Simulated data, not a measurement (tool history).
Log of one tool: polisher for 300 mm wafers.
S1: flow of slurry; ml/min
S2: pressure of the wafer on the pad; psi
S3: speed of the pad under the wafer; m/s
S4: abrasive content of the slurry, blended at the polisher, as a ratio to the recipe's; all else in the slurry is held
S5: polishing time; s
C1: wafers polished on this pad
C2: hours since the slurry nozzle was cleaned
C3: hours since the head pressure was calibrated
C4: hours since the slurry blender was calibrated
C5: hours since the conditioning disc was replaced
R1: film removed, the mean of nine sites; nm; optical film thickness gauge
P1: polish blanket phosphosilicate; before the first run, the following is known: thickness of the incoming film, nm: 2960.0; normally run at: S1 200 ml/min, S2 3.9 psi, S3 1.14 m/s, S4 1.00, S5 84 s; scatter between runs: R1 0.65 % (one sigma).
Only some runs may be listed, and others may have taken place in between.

run,hour,S1,S2,S3,S4,S5,C1,C2,C3,C4,C5,R1
1,8.1,200,3.9,1.14,1.00,84,869,364.5,669.6,86.1,189.5,809.70
2,16.5,200,3.9,1.14,1.00,84,978,372.9,678.0,94.5,197.9,812.31
3,28.4,200,3.9,0.52,1.00,84,1132,384.8,689.9,106.4,209.8,431.29
4,36.0,275,3.9,1.14,1.00,84,1230,392.4,697.5,114.0,217.4,831.82
5,47.1,200,3.9,1.14,1.00,84,1374,403.5,708.6,125.1,228.5,812.18
6,53.3,200,3.9,1.14,1.00,84,1455,409.7,714.8,131.3,234.7,806.25
7,61.6,200,3.9,1.14,1.00,84,1562,418.0,723.1,139.6,243.0,802.90
8,71.3,130,3.9,1.14,1.00,84,1688,427.7,732.8,149.3,252.7,760.02
9,81.2,200,5.7,1.14,1.00,84,1817,437.6,742.7,159.2,262.6,1187.30
10,86.4,200,3.9,1.14,1.00,111,1884,442.8,747.9,164.4,267.8,1054.20
# hour 87.1: slurry nozzle cleaned
11,97.3,200,3.9,1.14,1.45,84,2025,10.2,758.8,175.3,278.7,952.46
12,105.1,200,3.9,1.76,1.00,84,2126,18.0,766.6,183.1,286.5,1140.40
13,114.8,200,3.9,1.14,0.70,84,2252,27.7,776.3,192.8,296.2,673.89
14,125.3,200,3.9,1.42,1.25,84,2388,38.2,786.8,203.3,306.7,1062.90
# hour 131.2: slurry blender recalibrated
15,132.1,305,3.9,1.14,0.70,84,2476,45.0,793.6,0.9,313.5,710.78
16,140.8,200,3.9,1.14,1.00,40,2589,53.7,802.3,9.6,322.2,387.12
17,152.2,200,2.2,1.14,1.00,84,2737,65.1,813.7,21.0,333.6,452.15
18,163.4,200,3.9,1.14,1.00,84,2882,76.3,824.9,32.2,344.8,809.63
19,170.2,200,3.9,1.14,1.00,84,2970,83.1,831.7,39.0,351.6,806.63
20,181.8,200,3.9,1.14,1.00,84,3121,94.7,843.3,50.6,363.2,756.76
21,193.3,200,3.9,1.14,1.00,84,3270,106.2,854.8,62.1,374.7,728.58
22,203.9,200,3.9,1.14,1.00,84,3407,116.8,865.4,72.7,385.3,717.91
# hour 204.4: head pressure recalibrated
23,212.4,200,3.9,1.14,1.00,84,3518,125.3,8.1,81.2,393.8,707.47
# hour 218.7: conditioning disc replaced and pad reconditioned
# hour 218.9: slurry nozzle cleaned
24,222.5,200,3.9,1.14,1.00,84,3649,3.6,18.2,91.3,3.8,705.62
25,229.3,200,3.9,1.14,1.00,84,3737,10.4,25.0,98.1,10.6,698.54

What does the tool deliver on the next run?
26,234.7,200,3.9,1.14,1.00,84,3807,15.8,30.4,103.5,16.0,?

Run 26 measured R1 703.06 nm.
